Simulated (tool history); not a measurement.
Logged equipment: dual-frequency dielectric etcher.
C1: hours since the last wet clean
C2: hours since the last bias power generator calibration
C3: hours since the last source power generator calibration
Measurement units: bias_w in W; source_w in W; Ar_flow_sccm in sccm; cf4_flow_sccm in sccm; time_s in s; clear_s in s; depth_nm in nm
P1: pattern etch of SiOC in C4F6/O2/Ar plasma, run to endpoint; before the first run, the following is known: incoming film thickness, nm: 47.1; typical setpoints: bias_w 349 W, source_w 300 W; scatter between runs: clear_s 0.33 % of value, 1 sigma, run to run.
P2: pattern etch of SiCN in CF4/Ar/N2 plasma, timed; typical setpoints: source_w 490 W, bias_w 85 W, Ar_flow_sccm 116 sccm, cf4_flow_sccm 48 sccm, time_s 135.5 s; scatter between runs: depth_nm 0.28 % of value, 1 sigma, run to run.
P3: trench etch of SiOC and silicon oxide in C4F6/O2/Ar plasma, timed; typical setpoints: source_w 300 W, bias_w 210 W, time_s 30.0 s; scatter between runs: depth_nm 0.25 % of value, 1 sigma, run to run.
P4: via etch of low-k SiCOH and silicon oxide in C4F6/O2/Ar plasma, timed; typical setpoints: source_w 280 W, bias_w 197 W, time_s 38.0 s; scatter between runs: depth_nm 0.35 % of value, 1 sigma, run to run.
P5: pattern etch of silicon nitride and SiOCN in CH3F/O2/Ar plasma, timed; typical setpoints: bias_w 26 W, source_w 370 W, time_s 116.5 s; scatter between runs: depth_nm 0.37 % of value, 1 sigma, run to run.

Run 1, hour 3.6: process P1, bias_w 349 W, source_w 300 W; C1 125.7; C2 581.1; C3 2726.1. Result: clear_s 20.597 s.
Run 2, hour 6.2: process P1, bias_w 349 W, source_w 300 W; C1 128.3; C2 583.7; C3 2728.7. Result: clear_s 20.776 s.
Run 3, hour 10.6: process P2, bias_w 85 W, source_w 490 W, Ar_flow_sccm 116 sccm, cf4_flow_sccm 48 sccm, time_s 135.5 s; C1 132.7; C2 588.1; C3 2733.1. Result: depth_nm 124.3300 nm.
Run 4, hour 14.6: process P1, bias_w 349 W, source_w 390 W; C1 136.7; C2 592.1; C3 2737.1. Result: clear_s 18.809 s.
Run 5, hour 18.5: process P2, bias_w 85 W, source_w 380 W, Ar_flow_sccm 116 sccm, cf4_flow_sccm 48 sccm, time_s 135.5 s; C1 140.6; C2 596.0; C3 2741.0. Result: depth_nm 99.5400 nm.
Run 6, hour 22.1: process P4, bias_w 197 W, source_w 180 W, time_s 38.0 s; C1 144.2; C2 599.6; C3 2744.6. Result: depth_nm 75.0330 nm.
Run 7, hour 25.0: process P1, bias_w 349 W, source_w 300 W; C1 147.1; C2 602.5; C3 2747.5. Result: clear_s 20.758 s.
Run 8, hour 27.8: process P2, bias_w 85 W, source_w 490 W, Ar_flow_sccm 116 sccm, cf4_flow_sccm 48 sccm, time_s 135.5 s; C1 149.9; C2 605.3; C3 2750.3. Result: depth_nm 124.2000 nm.
Run 9, hour 30.9: process P1, bias_w 440 W, source_w 300 W; C1 153.0; C2 608.4; C3 2753.4. Result: clear_s 19.046 s.
At hour 33.2: bias power generator calibrated.
Run 10, hour 36.4: process P4, bias_w 197 W, source_w 280 W, time_s 38.0 s; C1 158.5; C2 3.3; C3 2758.9. Result: depth_nm 89.3970 nm.
Run 11, hour 38.9: process P5, bias_w 26 W, source_w 370 W, time_s 116.5 s; C1 161.0; C2 5.8; C3 2761.4. Result: depth_nm 16.4780 nm.
Run 12, hour 43.6: process P5, bias_w 18 W, source_w 370 W, time_s 116.5 s; C1 165.7; C2 10.5; C3 2766.1. Result: depth_nm 13.9360 nm.
Run 13, hour 49.2: process P5, bias_w 26 W, source_w 370 W, time_s 116.5 s; C1 171.3; C2 16.1; C3 2771.7. Result: depth_nm 16.5220 nm.
Run 14, hour 55.1: process P1, bias_w 349 W, source_w 300 W; C1 177.2; C2 22.0; C3 2777.6. Result: clear_s 20.703 s.
At hour 59.0: wet clean of the chamber.
Run 15, hour 59.4: process P2, bias_w 85 W, source_w 490 W, Ar_flow_sccm 116 sccm, cf4_flow_sccm 48 sccm, time_s 105.0 s; C1 0.4; C2 26.3; C3 2781.9. Result: depth_nm 96.2660 nm.
Run 16, hour 62.2: process P3, bias_w 138 W, source_w 300 W, time_s 30.0 s; C1 3.2; C2 29.1; C3 2784.7. Result: depth_nm 49.2760 nm.
Run 17, hour 67.8: process P1, bias_w 241 W, source_w 300 W; C1 8.8; C2 34.7; C3 2790.3. Result: clear_s 23.563 s.
Run 18, hour 72.6: process P1, bias_w 479 W, source_w 380 W; C1 13.6; C2 39.5; C3 2795.1. Result: clear_s 16.969 s.
Run 19, hour 76.7: process P5, bias_w 26 W, source_w 300 W, time_s 116.5 s; C1 17.7; C2 43.6; C3 2799.2. Result: depth_nm 15.3820 nm.
Run 20, hour 80.1: process P4, bias_w 197 W, source_w 280 W, time_s 38.0 s; C1 21.1; C2 47.0; C3 2802.6. Result: depth_nm 88.7330 nm.
Run 21, hour 83.4: process P1, bias_w 349 W, source_w 300 W; C1 24.4; C2 50.3; C3 2805.9. Result: clear_s 20.774 s.
Run 22, hour 89.0: process P1, bias_w 349 W, source_w 300 W; C1 30.0; C2 55.9; C3 2811.5. Result: clear_s 20.627 s.
Run 23, hour 92.9: process P2, bias_w 85 W, source_w 490 W, Ar_flow_sccm 146 sccm, cf4_flow_sccm 48 sccm, time_s 135.5 s; C1 33.9; C2 59.8; C3 2815.4. Result: depth_nm 119.0200 nm.
Run 24, hour 96.9: process P2, bias_w 85 W, source_w 490 W, Ar_flow_sccm 116 sccm, cf4_flow_sccm 32 sccm, time_s 135.5 s; C1 37.9; C2 63.8; C3 2819.4. Result: depth_nm 116.3200 nm.
Run 25, hour 101.1: process P2, bias_w 102 W, source_w 490 W, Ar_flow_sccm 116 sccm, cf4_flow_sccm 48 sccm, time_s 135.5 s; C1 42.1; C2 68.0; C3 2823.6. Result: depth_nm 132.9200 nm.
Run 26, hour 106.6: process P1, bias_w 349 W, source_w 300 W; C1 47.6; C2 73.5; C3 2829.1. Result: clear_s 20.742 s.
Run 27, hour 109.6: process P4, bias_w 140 W, source_w 280 W, time_s 38.0 s; C1 50.6; C2 76.5; C3 2832.1. Result: depth_nm 79.4560 nm.
Run 28, hour 112.2: process P3, bias_w 210 W, source_w 300 W, time_s 42.0 s; C1 53.2; C2 79.1; C3 2834.7. Result: depth_nm 79.5840 nm.
Run 29, hour 117.0: process P4, bias_w 197 W, source_w 280 W, time_s 21.0 s; C1 58.0; C2 83.9; C3 2839.5. Result: depth_nm 49.1140 nm.
Run 30, hour 120.4: process P1, bias_w 349 W, source_w 240 W; C1 61.4; C2 87.3; C3 2842.9. Result: clear_s 22.585 s.
Run 31, hour 124.3: process P3, bias_w 210 W, source_w 380 W, time_s 30.0 s; C1 65.3; C2 91.2; C3 2846.8. Result: depth_nm 62.3390 nm.
Run 32, hour 130.0: process P1, bias_w 443 W, source_w 210 W; C1 71.0; C2 96.9; C3 2852.5. Result: clear_s 21.629 s.
Run 33, hour 134.3: process P5, bias_w 26 W, source_w 370 W, time_s 64.0 s; C1 75.3; C2 101.2; C3 2856.8. Result: depth_nm 9.0266 nm.
Run 34, hour 137.7: process P3, bias_w 210 W, source_w 300 W, time_s 30.0 s; C1 78.7; C2 104.6; C3 2860.2. Result: depth_nm 56.4680 nm.
Run 35, hour 141.4: process P1, bias_w 349 W, source_w 300 W; C1 82.4; C2 108.3; C3 2863.9. Result: clear_s 20.911 s.
Run 36, hour 144.8: process P1, bias_w 349 W, source_w 300 W; C1 85.8; C2 111.7; C3 2867.3. Result: clear_s 20.634 s.
Run 37, hour 149.5: process P1, bias_w 349 W, source_w 300 W; C1 90.5; C2 116.4; C3 2872.0. Result: clear_s 20.544 s.
Run 38, hour 152.2: process P1, bias_w 349 W, source_w 300 W; C1 93.2; C2 119.1; C3 2874.7. Result: clear_s 20.430 s.
Run 39, hour 154.8: process P1, bias_w 349 W, source_w 300 W; C1 95.8; C2 121.7; C3 2877.3. Result: clear_s 20.507 s.
At hour 158.1: wet clean of the chamber.
Run 40, hour 160.4: process P1, bias_w 349 W, source_w 300 W; C1 2.3; C2 127.3; C3 2882.9. Result: clear_s 20.409 s.
Run 41, hour 164.8: process P1, bias_w 349 W, source_w 300 W; C1 6.7; C2 131.7; C3 2887.3. Result: clear_s 20.534 s.
Run 42, hour 169.2: process P1, bias_w 349 W, source_w 300 W; C1 11.1; C2 136.1; C3 2891.7. Result: clear_s 20.490 s.
Run 43, hour 175.0: process P1, bias_w 349 W, source_w 300 W; C1 16.9; C2 141.9; C3 2897.5. Result: clear_s 20.467 s.

Compared with where it was, what P1 gives has crept away. Each cause listed below fits the log as well as the rest, at the size given for it:
A: bias power that arrives over what is set, % = 4.73
B: source power that arrives over what is set, % = 4.56
The creep began at about hour 141.4.
All other causes, with the reason each is excluded:
chamber walls in a state that raises the etch rate, %: work on it at hour 158.1, done after the drift set in, did not restore what the process gave before

Below are 4 check runs, each on a single wafer, with their results shown as question marks. Which of them would tell the listed causes apart, meaning the causes would give clearly different results under it?
Run check 1, hour 180.8: process P4, bias_w 197 W, source_w 280 W, time_s 38.0 s. Result: depth_nm ?.
Run check 2, hour 180.8: process P3, bias_w 210 W, source_w 300 W, time_s 30.0 s. Result: depth_nm ?.
Run check 3, hour 180.8: process P5, bias_w 26 W, source_w 370 W, time_s 116.5 s. Result: depth_nm ?.
Run check 4, hour 180.8: process P2, bias_w 85 W, source_w 490 W, Ar_flow_sccm 116 sccm, cf4_flow_sccm 48 sccm, time_s 135.5 s. Result: depth_nm ?.

What each check would give under each cause:
  check    result      if A      if B
check 1  depth_nm   90.3580   90.5230
check 2  depth_nm   57.5100   57.6040
check 3  depth_nm   16.7840   16.6810
check 4  depth_nm  126.2300  128.8700
Distance between the nearest two causes, measured in the result of the check that separates them most: check 1 0.18 %; check 2 0.16 %; check 3 0.61 %; check 4 2.07 %
The causes can be told apart only by check 4. The other checks would give nearly the same results under each of them.

With check 4 done, the readings were: depth_nm 126.5000 nm. Identify which of the listed causes applies.

The correct cause is A, namely: bias power that arrives over what is set, %.
